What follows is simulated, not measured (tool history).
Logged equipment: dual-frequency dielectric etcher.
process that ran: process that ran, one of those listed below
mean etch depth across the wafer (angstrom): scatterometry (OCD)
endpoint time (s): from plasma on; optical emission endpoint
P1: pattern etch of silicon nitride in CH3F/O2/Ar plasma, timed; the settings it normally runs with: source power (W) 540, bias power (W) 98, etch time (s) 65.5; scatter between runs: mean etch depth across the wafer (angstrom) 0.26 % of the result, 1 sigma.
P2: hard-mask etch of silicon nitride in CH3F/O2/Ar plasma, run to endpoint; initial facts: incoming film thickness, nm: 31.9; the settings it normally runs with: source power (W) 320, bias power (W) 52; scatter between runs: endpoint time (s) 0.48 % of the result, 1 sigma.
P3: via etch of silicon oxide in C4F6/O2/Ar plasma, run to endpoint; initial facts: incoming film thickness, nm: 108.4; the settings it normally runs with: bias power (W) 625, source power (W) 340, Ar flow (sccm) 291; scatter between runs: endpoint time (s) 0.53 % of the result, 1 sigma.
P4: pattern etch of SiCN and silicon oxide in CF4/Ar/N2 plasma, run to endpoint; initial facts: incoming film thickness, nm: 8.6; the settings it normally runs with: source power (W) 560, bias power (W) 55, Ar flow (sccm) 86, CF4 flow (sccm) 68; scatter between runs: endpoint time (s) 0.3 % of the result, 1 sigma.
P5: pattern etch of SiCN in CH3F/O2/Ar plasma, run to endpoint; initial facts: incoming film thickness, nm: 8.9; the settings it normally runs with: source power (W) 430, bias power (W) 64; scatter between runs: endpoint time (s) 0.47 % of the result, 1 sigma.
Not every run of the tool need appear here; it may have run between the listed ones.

run   hour  process that ran  source power (W)  bias power (W)  etch time (s)  Ar flow (sccm)  CF4 flow (sccm)  hours since the last wet clean  hours since the last source power generator calibration  hours since the last bias power generator calibration  mean etch depth across the wafer (angstrom)  endpoint time (s)
  1    7.7                P1               540              98           65.5                                                            298.9                                                     2393                                                  580.4                                       570.16
  2   18.2                P1               540              98           65.5                                                            309.4                                                   2403.5                                                  590.9                                       568.55
  3   35.8                P2               320              52                                                                             327                                                   2421.1                                                  608.5                                                          54.752
  4   44.9                P1               540              98           65.5                                                            336.1                                                   2430.2                                                  617.6                                       570.22
  5   60.8                P3               340             625                            291                                              352                                                   2446.1                                                  633.5                                                          22.777
  6   73.8                P4               740              55                             86               68                             365                                                   2459.1                                                  646.5                                                          6.7777
      76.1  -- bias power generator calibrated
  7   86.2                P4               560              74                             86               68                           377.4                                                   2471.5                                                   10.2                                                          7.8564
  8     95                P3               340             825                            291                                            386.2                                                   2480.3                                                     19                                                          20.431
  9  109.1                P3               450             625                            291                                            400.3                                                   2494.4                                                   33.1                                                          20.434
 10  125.4                P1               540              98           42.5                                                            416.6                                                   2510.7                                                   49.4                                       368.53
 11  136.5                P3               340             625                            209                                            427.7                                                   2521.8                                                   60.5                                                          21.805
 12  153.7                P1               540              98           65.5                                                            444.9                                                     2539                                                   77.7                                       570.25
 13  162.4                P1               540              98           94.5                                                            453.6                                                   2547.7                                                   86.4                                       819.13
 14  177.9                P5               430              64                                                                           469.1                                                   2563.2                                                  101.9                                                          24.711
 15  194.4                P4               560              55                            119               68                           485.6                                                   2579.7                                                  118.4                                                          9.1591
 16  206.6                P5               430              64                                                                           497.8                                                   2591.9                                                  130.6                                                           24.75
 17  217.7                P1               350              98           65.5                                                            508.9                                                     2603                                                  141.7                                       485.33
 18  234.1                P5               310              64                                                                           525.3                                                   2619.4                                                  158.1                                                          27.883
 19    242                P4               560              55                             86               68                           533.2                                                   2627.3                                                    166                                                          8.7027
 20  259.5                P2               220              52                                                                           550.7                                                   2644.8                                                  183.5                                                          63.894

Run 21 is up next; what results do you expect?
 21  271.7                P5               430              86                                                                           562.9                                                     2657                                                  195.7                                                               ?

Run 21 produced endpoint time (s) 22.163.

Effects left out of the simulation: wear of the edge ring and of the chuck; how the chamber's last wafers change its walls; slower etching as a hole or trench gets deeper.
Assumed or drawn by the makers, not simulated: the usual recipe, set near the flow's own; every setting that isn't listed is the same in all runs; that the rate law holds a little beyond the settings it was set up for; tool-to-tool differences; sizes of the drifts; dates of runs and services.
